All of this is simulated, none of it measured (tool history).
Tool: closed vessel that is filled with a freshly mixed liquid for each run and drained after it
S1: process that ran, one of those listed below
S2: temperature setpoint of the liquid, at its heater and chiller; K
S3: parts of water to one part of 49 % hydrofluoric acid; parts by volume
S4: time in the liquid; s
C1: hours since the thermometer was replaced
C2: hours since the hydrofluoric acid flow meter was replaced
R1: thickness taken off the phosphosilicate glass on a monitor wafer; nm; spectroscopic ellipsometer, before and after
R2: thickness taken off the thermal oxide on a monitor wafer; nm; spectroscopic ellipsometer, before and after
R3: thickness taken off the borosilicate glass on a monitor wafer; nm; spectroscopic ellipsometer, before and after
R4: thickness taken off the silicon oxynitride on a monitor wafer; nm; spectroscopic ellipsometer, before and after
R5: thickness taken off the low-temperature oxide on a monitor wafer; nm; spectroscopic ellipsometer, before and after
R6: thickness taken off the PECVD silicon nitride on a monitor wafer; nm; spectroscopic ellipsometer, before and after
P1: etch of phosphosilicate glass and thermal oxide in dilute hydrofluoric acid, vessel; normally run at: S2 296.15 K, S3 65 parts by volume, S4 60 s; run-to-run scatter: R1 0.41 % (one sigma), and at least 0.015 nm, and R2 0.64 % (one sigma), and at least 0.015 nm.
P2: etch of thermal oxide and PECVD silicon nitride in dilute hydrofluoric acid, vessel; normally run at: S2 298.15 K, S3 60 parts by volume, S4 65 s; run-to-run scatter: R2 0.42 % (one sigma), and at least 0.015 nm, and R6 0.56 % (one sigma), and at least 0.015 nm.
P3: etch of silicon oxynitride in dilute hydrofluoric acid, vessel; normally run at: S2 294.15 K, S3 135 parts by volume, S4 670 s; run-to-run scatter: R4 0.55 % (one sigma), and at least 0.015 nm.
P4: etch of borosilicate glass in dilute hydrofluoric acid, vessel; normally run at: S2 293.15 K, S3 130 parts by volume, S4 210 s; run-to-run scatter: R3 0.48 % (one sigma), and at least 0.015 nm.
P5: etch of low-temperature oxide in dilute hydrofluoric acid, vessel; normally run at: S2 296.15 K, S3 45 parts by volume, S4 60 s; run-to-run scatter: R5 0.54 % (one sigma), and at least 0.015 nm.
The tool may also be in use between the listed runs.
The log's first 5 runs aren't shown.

Run 6, hour 64: S1 P1, S2 296.15 K, S3 20 parts by volume, S4 60 s; C1 887.4; C2 256. Result: R1 342.01 nm, R2 15.668 nm.
Run 7, hour 71.7: S1 P4, S2 290.15 K, S3 130 parts by volume, S4 210 s; C1 895.1; C2 263.7. Result: R3 28.04 nm.
Run 8, hour 82.1: S1 P3, S2 294.15 K, S3 135 parts by volume, S4 335 s; C1 905.5; C2 274.1. Result: R4 3.0125 nm.
Run 9, hour 93.1: S1 P1, S2 296.15 K, S3 65 parts by volume, S4 60 s; C1 916.5; C2 285.1. Result: R1 98.456 nm, R2 4.5237 nm.
Run 10, hour 100.8: S1 P1, S2 290.15 K, S3 90 parts by volume, S4 60 s; C1 924.2; C2 292.8. Result: R1 53.783 nm, R2 2.4639 nm.
Run 11, hour 106.9: S1 P1, S2 292.15 K, S3 65 parts by volume, S4 60 s; C1 930.3; C2 298.9. Result: R1 83.317 nm, R2 3.8193 nm.
Run 12, hour 114.6: S1 P4, S2 293.15 K, S3 130 parts by volume, S4 210 s; C1 938; C2 306.6. Result: R3 31.464 nm.
Run 13, hour 122.5: S1 P3, S2 294.15 K, S3 135 parts by volume, S4 670 s; C1 945.9; C2 314.5. Result: R4 5.9764 nm.
Run 14, hour 132.7: S1 P1, S2 301.65 K, S3 65 parts by volume, S4 60 s; C1 956.1; C2 324.7. Result: R1 124.1 nm, R2 5.6781 nm.
Run 15, hour 145.4: S1 P3, S2 294.15 K, S3 135 parts by volume, S4 670 s; C1 968.8; C2 337.4. Result: R4 5.8701 nm.
Run 16, hour 158.2: S1 P3, S2 301.65 K, S3 135 parts by volume, S4 670 s; C1 981.6; C2 350.2. Result: R4 8.3473 nm.
At hour 165.4: thermometer replaced.
Run 17, hour 170: S1 P3, S2 294.15 K, S3 65 parts by volume, S4 670 s; C1 4.6; C2 362. Result: R4 13.074 nm.
Run 18, hour 177.6: S1 P5, S2 291.65 K, S3 45 parts by volume, S4 60 s; C1 12.2; C2 369.6. Result: R5 14.106 nm.
Run 19, hour 183.9: S1 P5, S2 296.15 K, S3 45 parts by volume, S4 30 s; C1 18.5; C2 375.9. Result: R5 8.4777 nm.
Run 20, hour 194.9: S1 P2, S2 298.15 K, S3 90 parts by volume, S4 65 s; C1 29.5; C2 386.9. Result: R2 3.6498 nm, R6 3.1135 nm.
Run 21, hour 203.5: S1 P1, S2 296.15 K, S3 115 parts by volume, S4 60 s; C1 38.1; C2 395.5. Result: R1 52.42 nm, R2 2.4215 nm.

Forecast run 22:
Run 22, hour 213.5: S1 P2, S2 298.15 K, S3 60 parts by volume, S4 30 s; C1 48.1; C2 405.5. Result: R2 ?, R6 ?.

{"run 22": {"R2": 2.6519, "R6": 2.1354}}
